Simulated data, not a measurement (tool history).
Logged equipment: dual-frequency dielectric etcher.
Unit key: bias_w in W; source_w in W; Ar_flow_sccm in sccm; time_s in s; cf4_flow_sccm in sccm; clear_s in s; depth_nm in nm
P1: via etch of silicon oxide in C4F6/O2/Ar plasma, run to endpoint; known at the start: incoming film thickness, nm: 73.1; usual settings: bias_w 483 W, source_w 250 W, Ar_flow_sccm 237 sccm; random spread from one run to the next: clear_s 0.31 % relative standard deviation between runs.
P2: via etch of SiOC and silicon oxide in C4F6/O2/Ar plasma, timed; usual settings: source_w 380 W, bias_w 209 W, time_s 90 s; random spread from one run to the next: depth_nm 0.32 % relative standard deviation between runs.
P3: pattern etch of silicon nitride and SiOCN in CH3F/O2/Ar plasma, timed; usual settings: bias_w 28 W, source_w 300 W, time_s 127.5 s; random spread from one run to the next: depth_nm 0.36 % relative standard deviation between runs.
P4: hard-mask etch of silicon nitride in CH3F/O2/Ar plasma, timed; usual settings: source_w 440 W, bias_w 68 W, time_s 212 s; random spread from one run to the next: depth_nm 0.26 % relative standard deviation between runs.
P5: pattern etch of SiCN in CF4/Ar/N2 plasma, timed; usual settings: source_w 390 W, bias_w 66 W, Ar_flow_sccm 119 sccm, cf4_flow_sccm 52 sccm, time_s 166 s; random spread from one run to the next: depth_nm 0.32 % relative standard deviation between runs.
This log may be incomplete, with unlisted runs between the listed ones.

{"run": 1, "hour": 6.2, "process": "P1", "bias_w": 483, "source_w": 250, "Ar_flow_sccm": 237, "clear_s": 19.132}
{"run": 2, "hour": 10.1, "process": "P1", "bias_w": 301, "source_w": 190, "Ar_flow_sccm": 237, "clear_s": 25.073}
{"run": 3, "hour": 14.4, "process": "P2", "bias_w": 209, "source_w": 380, "time_s": 90, "depth_nm": 108.82}
{"run": 4, "hour": 20.3, "process": "P5", "bias_w": 66, "source_w": 390, "Ar_flow_sccm": 119, "time_s": 166, "cf4_flow_sccm": 66, "depth_nm": 114.08}
{"run": 5, "hour": 24.0, "process": "P1", "bias_w": 304, "source_w": 250, "Ar_flow_sccm": 237, "clear_s": 22.478}
{"run": 6, "hour": 28.1, "process": "P2", "bias_w": 144, "source_w": 380, "time_s": 90, "depth_nm": 96.361}
{"run": 7, "hour": 32.6, "process": "P5", "bias_w": 66, "source_w": 390, "Ar_flow_sccm": 119, "time_s": 166, "cf4_flow_sccm": 52, "depth_nm": 110.9}
{"run": 8, "hour": 38.8, "process": "P4", "bias_w": 68, "source_w": 440, "time_s": 212, "depth_nm": 154.76}
{"run": 9, "hour": 44.7, "process": "P4", "bias_w": 47, "source_w": 440, "time_s": 212, "depth_nm": 137.73}
{"run": 10, "hour": 48.1, "process": "P4", "bias_w": 68, "source_w": 620, "time_s": 212, "depth_nm": 176.82}
{"run": 11, "hour": 53.8, "process": "P4", "bias_w": 68, "source_w": 440, "time_s": 158, "depth_nm": 115.41}
{"run": 12, "hour": 60.2, "process": "P1", "bias_w": 483, "source_w": 250, "Ar_flow_sccm": 164, "clear_s": 18.191}
{"run": 13, "hour": 64.5, "process": "P5", "bias_w": 40, "source_w": 390, "Ar_flow_sccm": 119, "time_s": 166, "cf4_flow_sccm": 52, "depth_nm": 92.558}
{"run": 14, "hour": 69.0, "process": "P3", "bias_w": 28, "source_w": 180, "time_s": 127.5, "depth_nm": 15.057}
{"run": 15, "hour": 74.1, "process": "P3", "bias_w": 17, "source_w": 300, "time_s": 127.5, "depth_nm": 14.236}
{"run": 16, "hour": 77.1, "process": "P2", "bias_w": 209, "source_w": 480, "time_s": 90, "depth_nm": 119.36}
{"run": 17, "hour": 81.7, "process": "P3", "bias_w": 28, "source_w": 300, "time_s": 127.5, "depth_nm": 17.952}
{"run": 18, "hour": 84.8, "process": "P1", "bias_w": 483, "source_w": 180, "Ar_flow_sccm": 237, "clear_s": 21.325}
{"run": 19, "hour": 91.0, "process": "P3", "bias_w": 28, "source_w": 300, "time_s": 160.5, "depth_nm": 22.663}
{"run": 20, "hour": 95.5, "process": "P3", "bias_w": 28, "source_w": 300, "time_s": 127.5, "depth_nm": 17.893}
{"run": 21, "hour": 100.9, "process": "P5", "bias_w": 66, "source_w": 390, "Ar_flow_sccm": 152, "time_s": 166, "cf4_flow_sccm": 52, "depth_nm": 105.81}
{"run": 22, "hour": 104.8, "process": "P5", "bias_w": 66, "source_w": 390, "Ar_flow_sccm": 119, "time_s": 166, "cf4_flow_sccm": 52, "depth_nm": 110.15}
{"run": 23, "hour": 108.4, "process": "P5", "bias_w": 66, "source_w": 390, "Ar_flow_sccm": 119, "time_s": 235, "cf4_flow_sccm": 52, "depth_nm": 156.52}
{"run": 24, "hour": 111.5, "process": "P1", "bias_w": 483, "source_w": 250, "Ar_flow_sccm": 237, "clear_s": 19.063}
{"run": 25, "hour": 114.9, "process": "P1", "bias_w": 483, "source_w": 250, "Ar_flow_sccm": 237, "clear_s": 18.974}
{"run": 26, "hour": 121.2, "process": "P1", "bias_w": 483, "source_w": 250, "Ar_flow_sccm": 301, "clear_s": 19.535}
{"run": 27, "hour": 125.2, "process": "P1", "bias_w": 483, "source_w": 250, "Ar_flow_sccm": 237, "clear_s": 18.992}
{"run": 28, "hour": 130.9, "process": "P1", "bias_w": 483, "source_w": 250, "Ar_flow_sccm": 237, "clear_s": 18.954}
{"run": 29, "hour": 135.3, "process": "P1", "bias_w": 630, "source_w": 250, "Ar_flow_sccm": 237, "clear_s": 17.126}
{"run": 30, "hour": 138.9, "process": "P2", "bias_w": 209, "source_w": 380, "time_s": 63, "depth_nm": 76.13}
{"hour": 142.9, "done": "wet clean of the chamber"}
{"run": 31, "hour": 142.9, "process": "P1", "bias_w": 483, "source_w": 250, "Ar_flow_sccm": 237, "clear_s": 18.891}
{"run": 32, "hour": 148.8, "process": "P5", "bias_w": 66, "source_w": 300, "Ar_flow_sccm": 119, "time_s": 166, "cf4_flow_sccm": 52, "depth_nm": 87.85}
{"run": 33, "hour": 154.4, "process": "P1", "bias_w": 390, "source_w": 250, "Ar_flow_sccm": 309, "clear_s": 21.174}
{"run": 34, "hour": 158.0, "process": "P1", "bias_w": 483, "source_w": 300, "Ar_flow_sccm": 237, "clear_s": 17.684}
{"run": 35, "hour": 164.1, "process": "P1", "bias_w": 483, "source_w": 250, "Ar_flow_sccm": 237, "clear_s": 18.914}
{"run": 36, "hour": 168.9, "process": "P1", "bias_w": 483, "source_w": 250, "Ar_flow_sccm": 237, "clear_s": 18.78}
{"hour": 173.9, "done": "wet clean of the chamber"}
{"run": 37, "hour": 174.8, "process": "P1", "bias_w": 483, "source_w": 250, "Ar_flow_sccm": 237, "clear_s": 18.669}
{"run": 38, "hour": 178.4, "process": "P1", "bias_w": 483, "source_w": 250, "Ar_flow_sccm": 237, "clear_s": 18.756}
{"hour": 179.6, "done": "Ar flow controller replaced"}
{"run": 39, "hour": 183.4, "process": "P1", "bias_w": 483, "source_w": 250, "Ar_flow_sccm": 237, "clear_s": 18.677}
{"run": 40, "hour": 187.4, "process": "P1", "bias_w": 483, "source_w": 250, "Ar_flow_sccm": 237, "clear_s": 18.706}
{"run": 41, "hour": 190.8, "process": "P1", "bias_w": 483, "source_w": 250, "Ar_flow_sccm": 237, "clear_s": 18.612}

The log shows P1 creeping away from where it was. Any of the 2 causes listed here, at the size stated for it, fits the log just as well as the others:
A: source power that arrives over what is set, % = 4.34
B: bias power that arrives over what is set, % = 4.17
The onset of the drift is placed at about hour 164.1.
Other possible causes, and why each is ruled out:
chamber walls in a state that raises the etch rate, %: its service at hour 173.9 followed the start of the drift and did not put the process back to its old value
Ar flow that arrives under what is set, %: its service at hour 179.6 followed the start of the drift and did not put the process back to its old value

The 4 check runs listed below each average the results of 2 wafers, and their outcomes are marked with question marks. Under which run would the listed causes produce clearly different results?
{"run": "check 1", "hour": 194.2, "process": "P3", "bias_w": 19, "source_w": 180, "time_s": 127.5, "depth_nm": "?"}
{"run": "check 2", "hour": 194.2, "process": "P4", "bias_w": 68, "source_w": 590, "time_s": 212, "depth_nm": "?"}
{"run": "check 3", "hour": 194.2, "process": "P5", "bias_w": 66, "source_w": 330, "Ar_flow_sccm": 119, "time_s": 166, "cf4_flow_sccm": 52, "depth_nm": "?"}
{"run": "check 4", "hour": 194.2, "process": "P2", "bias_w": 156, "source_w": 380, "time_s": 74.5, "depth_nm": "?"}

What every check run would give for each of its results, assuming each possible cause in turn:
check=check_1 result=depth_nm if_A=12.784 if_B=12.837
check=check_2 result=depth_nm if_A=176.13 if_B=175.62
check=check_3 result=depth_nm if_A=99.139 if_B=97.028
check=check_4 result=depth_nm if_A=83.452 if_B=83.141
Gap, in per cent, between the two causes that each check separates least, read from the result that separates them most: check 1 0.41 %; check 2 0.29 %; check 3 2.15 %; check 4 0.37 %
Only check 3 tells the causes apart: in the others they would give nearly the same result.

With check 3 done, the readings were: depth_nm 96.976 nm. Identify which of the listed causes applies.

It was cause B: bias power that arrives over what is set, %.

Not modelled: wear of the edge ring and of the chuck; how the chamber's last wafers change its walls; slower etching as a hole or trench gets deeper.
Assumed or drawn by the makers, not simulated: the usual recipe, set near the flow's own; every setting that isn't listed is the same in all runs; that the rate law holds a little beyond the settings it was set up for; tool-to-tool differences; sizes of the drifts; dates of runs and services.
